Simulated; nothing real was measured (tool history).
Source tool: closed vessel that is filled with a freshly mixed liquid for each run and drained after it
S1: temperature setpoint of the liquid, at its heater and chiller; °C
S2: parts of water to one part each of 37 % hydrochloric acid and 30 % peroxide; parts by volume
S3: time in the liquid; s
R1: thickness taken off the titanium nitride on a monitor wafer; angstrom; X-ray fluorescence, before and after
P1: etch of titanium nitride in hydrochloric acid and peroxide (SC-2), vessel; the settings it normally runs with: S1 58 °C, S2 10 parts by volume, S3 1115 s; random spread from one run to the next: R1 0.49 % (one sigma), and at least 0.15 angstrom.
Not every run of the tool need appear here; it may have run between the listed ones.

run 1 day=0.171 | S1=58 S2=10 S3=1115 | R1=368.0400
run 2 day=0.379 | S1=58 S2=10 S3=1955 | R1=650.7100
run 3 day=0.542 | S1=42 S2=10 S3=1115 | R1=127.0400
run 4 day=0.750 | S1=58 S2=4 S3=1115 | R1=736.4400
run 5 day=0.954 | S1=66 S2=14 S3=1115 | R1=457.0000
run 6 day=1.133 | S1=58 S2=18 S3=1115 | R1=222.6000
run 7 day=1.338 | S1=58 S2=10 S3=30 | R1=9.8285
run 8 day=1.529 | S1=58 S2=10 S3=1115 | R1=366.9700
run 9 day=1.662 | S1=58 S2=10 S3=1115 | R1=371.1900
-- day=1.708 thermometer replaced
run 10 day=1.846 | S1=58 S2=10 S3=1115 | R1=366.8000
run 11 day=1.992 | S1=72 S2=10 S3=1115 | R1=865.2900
run 12 day=2.142 | S1=58 S2=10 S3=1115 | R1=366.8500
run 13 day=2.392 | S1=58 S2=10 S3=1115 | R1=370.4700
run 14 day=2.554 | S1=58 S2=10 S3=1115 | R1=360.8500
run 15 day=2.833 | S1=58 S2=10 S3=1115 | R1=353.4400
run 16 day=3.100 | S1=58 S2=10 S3=1115 | R1=347.0700
run 17 day=3.358 | S1=58 S2=10 S3=1115 | R1=344.9500
run 18 day=3.633 | S1=58 S2=10 S3=1115 | R1=339.5600

Predict the results of run 19:
run 19 day=3.871 | S1=58 S2=10 S3=1115 | R1=?

R1: 342.4900 angstrom
